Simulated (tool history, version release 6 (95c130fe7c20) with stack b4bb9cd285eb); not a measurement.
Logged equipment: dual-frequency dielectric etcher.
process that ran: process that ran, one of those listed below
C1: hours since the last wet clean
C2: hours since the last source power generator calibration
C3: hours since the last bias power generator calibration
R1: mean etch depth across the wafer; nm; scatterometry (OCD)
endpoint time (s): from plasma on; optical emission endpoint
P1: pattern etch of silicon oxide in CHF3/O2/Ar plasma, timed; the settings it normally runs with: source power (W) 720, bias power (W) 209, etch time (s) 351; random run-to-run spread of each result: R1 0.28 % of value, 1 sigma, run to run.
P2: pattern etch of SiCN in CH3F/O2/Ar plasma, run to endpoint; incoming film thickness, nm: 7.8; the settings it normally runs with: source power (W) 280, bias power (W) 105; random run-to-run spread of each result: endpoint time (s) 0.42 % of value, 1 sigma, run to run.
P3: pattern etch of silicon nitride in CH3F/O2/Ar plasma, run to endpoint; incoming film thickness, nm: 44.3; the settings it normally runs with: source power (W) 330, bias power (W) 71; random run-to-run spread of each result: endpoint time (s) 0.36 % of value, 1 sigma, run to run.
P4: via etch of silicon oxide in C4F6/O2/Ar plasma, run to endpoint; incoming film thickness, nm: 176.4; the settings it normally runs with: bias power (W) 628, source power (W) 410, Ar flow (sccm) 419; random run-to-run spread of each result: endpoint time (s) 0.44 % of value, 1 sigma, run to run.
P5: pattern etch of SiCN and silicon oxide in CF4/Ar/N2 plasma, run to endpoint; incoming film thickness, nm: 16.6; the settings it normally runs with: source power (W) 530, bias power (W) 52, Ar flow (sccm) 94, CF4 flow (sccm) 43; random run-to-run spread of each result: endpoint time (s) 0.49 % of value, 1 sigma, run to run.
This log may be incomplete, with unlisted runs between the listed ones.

{"run": 1, "hour": 14.3, "process that ran": "P1", "source power (W)": 720, "bias power (W)": 209, "etch time (s)": 351, "C1": 235.6, "C2": 1600.6, "C3": 1361.1, "R1": 800.2}
{"run": 2, "hour": 21.6, "process that ran": "P5", "source power (W)": 430, "bias power (W)": 52, "Ar flow (sccm)": 94, "CF4 flow (sccm)": 43, "C1": 242.9, "C2": 1607.9, "C3": 1368.4, "endpoint time (s)": 24.572}
{"run": 3, "hour": 29.9, "process that ran": "P1", "source power (W)": 720, "bias power (W)": 209, "etch time (s)": 351, "C1": 251.2, "C2": 1616.2, "C3": 1376.7, "R1": 802.38}
{"run": 4, "hour": 44.1, "process that ran": "P1", "source power (W)": 720, "bias power (W)": 209, "etch time (s)": 351, "C1": 265.4, "C2": 1630.4, "C3": 1390.9, "R1": 801.38}
{"run": 5, "hour": 51.0, "process that ran": "P3", "source power (W)": 450, "bias power (W)": 71, "C1": 272.3, "C2": 1637.3, "C3": 1397.8, "endpoint time (s)": 60.859}
{"hour": 61.5, "done": "bias power generator calibrated"}
{"run": 6, "hour": 63.4, "process that ran": "P1", "source power (W)": 580, "bias power (W)": 209, "etch time (s)": 351, "C1": 284.7, "C2": 1649.7, "C3": 2, "R1": 737.27}
{"run": 7, "hour": 76.4, "process that ran": "P4", "source power (W)": 410, "bias power (W)": 628, "Ar flow (sccm)": 305, "C1": 297.7, "C2": 1662.7, "C3": 15, "endpoint time (s)": 35.178}
{"run": 8, "hour": 90.4, "process that ran": "P3", "source power (W)": 330, "bias power (W)": 57, "C1": 311.7, "C2": 1676.7, "C3": 29, "endpoint time (s)": 73.953}
{"run": 9, "hour": 97.7, "process that ran": "P1", "source power (W)": 720, "bias power (W)": 284, "etch time (s)": 351, "C1": 319, "C2": 1684, "C3": 36.3, "R1": 895.5}
{"run": 10, "hour": 105.6, "process that ran": "P4", "source power (W)": 410, "bias power (W)": 876, "Ar flow (sccm)": 419, "C1": 326.9, "C2": 1691.9, "C3": 44.2, "endpoint time (s)": 32.086}
{"run": 11, "hour": 115.3, "process that ran": "P1", "source power (W)": 1000, "bias power (W)": 138, "etch time (s)": 351, "C1": 336.6, "C2": 1701.6, "C3": 53.9, "R1": 795.9}
{"run": 12, "hour": 130.9, "process that ran": "P1", "source power (W)": 480, "bias power (W)": 281, "etch time (s)": 351, "C1": 352.2, "C2": 1717.2, "C3": 69.5, "R1": 766.65}
{"run": 13, "hour": 146.2, "process that ran": "P2", "source power (W)": 280, "bias power (W)": 68, "C1": 367.5, "C2": 1732.5, "C3": 84.8, "endpoint time (s)": 23.377}
{"run": 14, "hour": 153.0, "process that ran": "P5", "source power (W)": 530, "bias power (W)": 52, "Ar flow (sccm)": 94, "CF4 flow (sccm)": 43, "C1": 374.3, "C2": 1739.3, "C3": 91.6, "endpoint time (s)": 20.241}
{"run": 15, "hour": 167.0, "process that ran": "P1", "source power (W)": 720, "bias power (W)": 209, "etch time (s)": 471, "C1": 388.3, "C2": 1753.3, "C3": 105.6, "R1": 1076.7}
{"run": 16, "hour": 175.8, "process that ran": "P2", "source power (W)": 280, "bias power (W)": 105, "C1": 397.1, "C2": 1762.1, "C3": 114.4, "endpoint time (s)": 20.037}
{"run": 17, "hour": 186.6, "process that ran": "P1", "source power (W)": 720, "bias power (W)": 168, "etch time (s)": 351, "C1": 407.9, "C2": 1772.9, "C3": 125.2, "R1": 744.82}
{"run": 18, "hour": 199.8, "process that ran": "P4", "source power (W)": 560, "bias power (W)": 628, "Ar flow (sccm)": 419, "C1": 421.1, "C2": 1786.1, "C3": 138.4, "endpoint time (s)": 32.388}
{"run": 19, "hour": 214.2, "process that ran": "P4", "source power (W)": 410, "bias power (W)": 628, "Ar flow (sccm)": 419, "C1": 435.5, "C2": 1800.5, "C3": 152.8, "endpoint time (s)": 36.48}
{"run": 20, "hour": 221.6, "process that ran": "P5", "source power (W)": 530, "bias power (W)": 31, "Ar flow (sccm)": 94, "CF4 flow (sccm)": 43, "C1": 442.9, "C2": 1807.9, "C3": 160.2, "endpoint time (s)": 23.944}
{"run": 21, "hour": 236.7, "process that ran": "P5", "source power (W)": 530, "bias power (W)": 52, "Ar flow (sccm)": 94, "CF4 flow (sccm)": 29, "C1": 458, "C2": 1823, "C3": 175.3, "endpoint time (s)": 21.995}
{"run": 22, "hour": 251.6, "process that ran": "P5", "source power (W)": 530, "bias power (W)": 52, "Ar flow (sccm)": 65, "CF4 flow (sccm)": 43, "C1": 472.9, "C2": 1837.9, "C3": 190.2, "endpoint time (s)": 18.918}
{"run": 23, "hour": 262.1, "process that ran": "P1", "source power (W)": 1010, "bias power (W)": 209, "etch time (s)": 351, "C1": 483.4, "C2": 1848.4, "C3": 200.7, "R1": 916.49}

Predict the results of run 24:
{"run": 24, "hour": 272.7, "process that ran": "P2", "source power (W)": 210, "bias power (W)": 105, "C1": 494, "C2": 1859, "C3": 211.3, "endpoint time (s)": "?"}

endpoint time (s): 22.116
